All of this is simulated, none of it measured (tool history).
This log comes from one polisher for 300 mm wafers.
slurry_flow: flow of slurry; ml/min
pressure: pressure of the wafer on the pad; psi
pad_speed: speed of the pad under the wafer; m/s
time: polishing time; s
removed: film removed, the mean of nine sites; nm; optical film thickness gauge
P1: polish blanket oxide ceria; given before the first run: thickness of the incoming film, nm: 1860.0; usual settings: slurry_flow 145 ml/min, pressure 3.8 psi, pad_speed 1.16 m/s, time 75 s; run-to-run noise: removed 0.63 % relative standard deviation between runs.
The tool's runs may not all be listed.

| run | day | slurry_flow | pressure | pad_speed | time | wafers polished on this pad | hours since the slurry nozzle was cleaned | hours since the head pressure was calibrated | removed |
|---|---|---|---|---|---|---|---|---|---|
| 1 | 0.083 | 145 | 3.8 | 1.16 | 75 | 215 | 315.2 | 719.5 | 495.02 |
| 2 | 0.208 | 145 | 2.1 | 1.16 | 75 | 234 | 318.2 | 722.5 | 271.52 |
| 3 | 0.312 | 145 | 3.8 | 1.82 | 75 | 250 | 320.7 | 725.0 | 760.24 |
| 4 | 0.475 | 145 | 3.8 | 1.16 | 75 | 274 | 324.6 | 728.9 | 491.63 |
| 5 | 0.583 | 85 | 3.8 | 1.16 | 75 | 291 | 327.2 | 731.5 | 433.01 |
| 6 | 0.762 | 145 | 3.8 | 1.16 | 75 | 318 | 331.5 | 735.8 | 490.50 |
| 7 | 0.933 | 145 | 3.8 | 1.16 | 75 | 344 | 335.6 | 739.9 | 486.79 |
| 8 | 1.038 | 145 | 3.8 | 1.16 | 75 | 360 | 338.1 | 742.4 | 486.65 |
| 9 | 1.183 | 145 | 3.8 | 1.16 | 47 | 382 | 341.6 | 745.9 | 305.09 |
| 10 | 1.317 | 145 | 3.8 | 1.16 | 75 | 402 | 344.8 | 749.1 | 490.25 |
| 11 | 1.458 | 205 | 3.8 | 0.90 | 75 | 423 | 348.2 | 752.5 | 397.73 |
| 12 | 1.562 | 145 | 3.8 | 0.52 | 75 | 439 | 350.7 | 755.0 | 221.17 |
| 13 | 1.671 | 145 | 3.8 | 1.16 | 75 | 456 | 353.3 | 757.6 | 492.52 |
| 14 | 1.758 | 145 | 5.9 | 1.16 | 75 | 469 | 355.4 | 759.7 | 761.67 |
| 15 | 1.900 | 205 | 3.8 | 1.16 | 75 | 490 | 358.8 | 763.1 | 515.54 |
| 16 | 2.033 | 145 | 3.8 | 1.16 | 117 | 511 | 362.0 | 766.3 | 761.14 |
| 17 | 2.179 | 145 | 3.8 | 1.16 | 75 | 533 | 365.5 | 769.8 | 491.17 |
| 18 | 2.333 | 145 | 3.8 | 1.16 | 75 | 556 | 369.2 | 773.5 | 474.87 |
| 19 | 2.417 | 145 | 3.8 | 1.16 | 75 | 569 | 371.2 | 775.5 | 467.22 |

Forecast run 20:
| 20 | 2.567 | 145 | 3.8 | 1.16 | 75 | 592 | 374.8 | 779.1 | ? |

Logged for run 20: removed 462.07 nm.

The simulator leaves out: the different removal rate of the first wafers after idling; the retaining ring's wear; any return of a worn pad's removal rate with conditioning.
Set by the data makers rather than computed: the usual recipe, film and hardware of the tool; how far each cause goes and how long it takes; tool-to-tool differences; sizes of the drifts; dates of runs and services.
